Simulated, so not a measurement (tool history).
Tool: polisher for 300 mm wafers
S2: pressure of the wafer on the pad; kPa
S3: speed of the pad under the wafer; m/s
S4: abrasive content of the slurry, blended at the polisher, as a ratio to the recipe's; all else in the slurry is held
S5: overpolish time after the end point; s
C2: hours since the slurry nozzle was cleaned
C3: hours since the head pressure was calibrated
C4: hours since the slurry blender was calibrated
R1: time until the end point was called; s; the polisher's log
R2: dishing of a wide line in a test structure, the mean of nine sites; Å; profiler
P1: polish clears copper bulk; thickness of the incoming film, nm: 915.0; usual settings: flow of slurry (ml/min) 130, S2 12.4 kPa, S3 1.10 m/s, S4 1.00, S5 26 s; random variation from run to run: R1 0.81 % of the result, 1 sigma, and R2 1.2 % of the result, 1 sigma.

run 1 hour=8.1 | flow_of_slurry_(ml/min)=130 S2=12.4 S3=1.10 S4=1.00 S5=26 | wafers_polished_on_this_pad=866 C2=307.9 C3=567.3 C4=39.7 | R1=176.08 R2=739.06
run 2 hour=13.9 | flow_of_slurry_(ml/min)=130 S2=12.4 S3=1.10 S4=1.00 S5=26 | wafers_polished_on_this_pad=921 C2=313.7 C3=573.1 C4=45.5 | R1=177.71 R2=728.60
run 3 hour=21.7 | flow_of_slurry_(ml/min)=130 S2=12.4 S3=0.60 S4=1.00 S5=26 | wafers_polished_on_this_pad=996 C2=321.5 C3=580.9 C4=53.3 | R1=327.63 R2=476.03
run 4 hour=26.8 | flow_of_slurry_(ml/min)=130 S2=5.5 S3=1.10 S4=1.00 S5=26 | wafers_polished_on_this_pad=1045 C2=326.6 C3=586.0 C4=58.4 | R1=398.52 R2=369.48
run 5 hour=34.2 | flow_of_slurry_(ml/min)=130 S2=12.4 S3=1.54 S4=1.00 S5=26 | wafers_polished_on_this_pad=1116 C2=334.0 C3=593.4 C4=65.8 | R1=125.02 R2=894.28
run 6 hour=42.6 | flow_of_slurry_(ml/min)=200 S2=12.4 S3=1.10 S4=1.00 S5=26 | wafers_polished_on_this_pad=1196 C2=342.4 C3=601.8 C4=74.2 | R1=163.19 R2=782.70
run 7 hour=46.3 | flow_of_slurry_(ml/min)=130 S2=12.4 S3=1.10 S4=1.35 S5=26 | wafers_polished_on_this_pad=1231 C2=346.1 C3=605.5 C4=77.9 | R1=164.17 R2=786.36
run 8 hour=52.8 | flow_of_slurry_(ml/min)=130 S2=12.4 S3=1.10 S4=1.00 S5=45 | wafers_polished_on_this_pad=1294 C2=352.6 C3=612.0 C4=84.4 | R1=175.49 R2=1013.90
run 9 hour=61.0 | flow_of_slurry_(ml/min)=130 S2=7.6 S3=1.10 S4=1.00 S5=16 | wafers_polished_on_this_pad=1372 C2=360.8 C3=620.2 C4=92.6 | R1=289.73 R2=331.29
run 10 hour=67.0 | flow_of_slurry_(ml/min)=130 S2=12.4 S3=1.10 S4=1.00 S5=26 | wafers_polished_on_this_pad=1429 C2=366.8 C3=626.2 C4=98.6 | R1=175.91 R2=728.20
run 11 hour=73.8 | flow_of_slurry_(ml/min)=130 S2=12.4 S3=1.10 S4=1.00 S5=26 | wafers_polished_on_this_pad=1494 C2=373.6 C3=633.0 C4=105.4 | R1=178.74 R2=745.20
run 12 hour=79.2 | flow_of_slurry_(ml/min)=130 S2=12.4 S3=1.10 S4=0.65 S5=26 | wafers_polished_on_this_pad=1546 C2=379.0 C3=638.4 C4=110.8 | R1=194.24 R2=691.89
run 13 hour=87.5 | flow_of_slurry_(ml/min)=130 S2=12.4 S3=0.84 S4=0.75 S5=26 | wafers_polished_on_this_pad=1625 C2=387.3 C3=646.7 C4=119.1 | R1=247.63 R2=590.45
run 14 hour=92.1 | flow_of_slurry_(ml/min)=130 S2=12.4 S3=1.10 S4=1.00 S5=8 | wafers_polished_on_this_pad=1669 C2=391.9 C3=651.3 C4=123.7 | R1=177.53 R2=294.00
run 15 hour=100.0 | flow_of_slurry_(ml/min)=130 S2=12.4 S3=0.78 S4=1.40 S5=26 | wafers_polished_on_this_pad=1745 C2=399.8 C3=659.2 C4=131.6 | R1=233.24 R2=619.17
run 16 hour=105.8 | flow_of_slurry_(ml/min)=130 S2=18.6 S3=1.10 S4=1.00 S5=26 | wafers_polished_on_this_pad=1801 C2=405.6 C3=665.0 C4=137.4 | R1=116.96 R2=1021.40
run 17 hour=113.3 | flow_of_slurry_(ml/min)=130 S2=12.4 S3=1.10 S4=1.00 S5=26 | wafers_polished_on_this_pad=1872 C2=413.1 C3=672.5 C4=144.9 | R1=177.30 R2=736.91
run 18 hour=121.2 | flow_of_slurry_(ml/min)=80 S2=12.4 S3=1.10 S4=1.00 S5=26 | wafers_polished_on_this_pad=1948 C2=421.0 C3=680.4 C4=152.8 | R1=198.36 R2=668.13
run 19 hour=125.0 | flow_of_slurry_(ml/min)=130 S2=12.4 S3=1.10 S4=1.00 S5=26 | wafers_polished_on_this_pad=1984 C2=424.8 C3=684.2 C4=156.6 | R1=177.27 R2=742.53
run 20 hour=133.3 | flow_of_slurry_(ml/min)=130 S2=12.4 S3=1.10 S4=1.00 S5=26 | wafers_polished_on_this_pad=2064 C2=433.1 C3=692.5 C4=164.9 | R1=179.64 R2=718.62
run 21 hour=141.2 | flow_of_slurry_(ml/min)=130 S2=12.4 S3=1.10 S4=1.00 S5=26 | wafers_polished_on_this_pad=2139 C2=441.0 C3=700.4 C4=172.8 | R1=184.84 R2=711.00
run 22 hour=147.7 | flow_of_slurry_(ml/min)=130 S2=12.4 S3=1.10 S4=1.00 S5=26 | wafers_polished_on_this_pad=2201 C2=447.5 C3=706.9 C4=179.3 | R1=188.29 R2=716.33
-- hour=148.9 head pressure recalibrated
-- hour=153.6 slurry blender recalibrated
run 23 hour=153.6 | flow_of_slurry_(ml/min)=130 S2=12.4 S3=1.10 S4=1.00 S5=26 | wafers_polished_on_this_pad=2258 C2=453.4 C3=4.8 C4=0.1 | R1=188.96 R2=702.69
run 24 hour=159.5 | flow_of_slurry_(ml/min)=130 S2=12.4 S3=1.10 S4=1.00 S5=26 | wafers_polished_on_this_pad=2314 C2=459.3 C3=10.7 C4=6.0 | R1=190.92 R2=707.52
run 25 hour=167.3 | flow_of_slurry_(ml/min)=130 S2=12.4 S3=1.10 S4=1.00 S5=26 | wafers_polished_on_this_pad=2389 C2=467.1 C3=18.5 C4=13.8 | R1=190.26 R2=710.22
run 26 hour=175.3 | flow_of_slurry_(ml/min)=130 S2=12.4 S3=1.10 S4=1.00 S5=26 | wafers_polished_on_this_pad=2465 C2=475.1 C3=26.5 C4=21.8 | R1=191.04 R2=703.12
run 27 hour=182.5 | flow_of_slurry_(ml/min)=130 S2=12.4 S3=1.10 S4=1.00 S5=26 | wafers_polished_on_this_pad=2534 C2=482.3 C3=33.7 C4=29.0 | R1=190.65 R2=699.56
run 28 hour=187.5 | flow_of_slurry_(ml/min)=130 S2=12.4 S3=1.10 S4=1.00 S5=26 | wafers_polished_on_this_pad=2582 C2=487.3 C3=38.7 C4=34.0 | R1=190.43 R2=712.07

What P1 gives has crept away from where it was. These 2 causes fit the log equally well, each at the size given:
A: removal rate lost through wear of the pad, % = 7.99
B: slurry flow missing at the pad, % = 29.9
The creep began at about hour 125.0.
Why every other cause is out:
head's pressure below its setpoint, %: serviced at hour 148.9, which brought nothing back
abrasive missing from the slurry, %: serviced at hour 153.6, which brought nothing back

4 check runs are offered, each on 5 wafers whose results are averaged, their results left as question marks. Which one tells the causes apart?
run check 1 hour=192.5 | flow_of_slurry_(ml/min)=130 S2=17.2 S3=1.10 S4=0.80 S5=26 | R1=? R2=?
run check 2 hour=192.5 | flow_of_slurry_(ml/min)=130 S2=12.4 S3=1.10 S4=1.00 S5=11 | R1=? R2=?
run check 3 hour=192.5 | flow_of_slurry_(ml/min)=90 S2=14.5 S3=1.10 S4=1.00 S5=26 | R1=? R2=?
run check 4 hour=192.5 | flow_of_slurry_(ml/min)=130 S2=6.9 S3=1.10 S4=1.00 S5=26 | R1=? R2=?

What each check would give under each cause:
check=check_1 result=R1 if_A=144.70 if_B=144.70
check=check_1 result=R2 if_A=892.63 if_B=892.63
check=check_2 result=R1 if_A=191.72 if_B=191.71
check=check_2 result=R2 if_A=358.98 if_B=358.99
check=check_3 result=R1 if_A=179.21 if_B=184.89
check=check_3 result=R2 if_A=752.25 if_B=736.28
check=check_4 result=R1 if_A=345.09 if_B=345.08
check=check_4 result=R2 if_A=420.23 if_B=420.24
How far apart the two closest causes lie, in the result that separates them most: check 1 0 %; check 2 0 %; check 3 3.12 %; check 4 0 %
Only check 3 tells the causes apart: in the others they would give nearly the same result.

Then check 3 was run and gave: R1 185.39 s; R2 741.11 Å. Which cause is it?

It is B: slurry flow missing at the pad, %.

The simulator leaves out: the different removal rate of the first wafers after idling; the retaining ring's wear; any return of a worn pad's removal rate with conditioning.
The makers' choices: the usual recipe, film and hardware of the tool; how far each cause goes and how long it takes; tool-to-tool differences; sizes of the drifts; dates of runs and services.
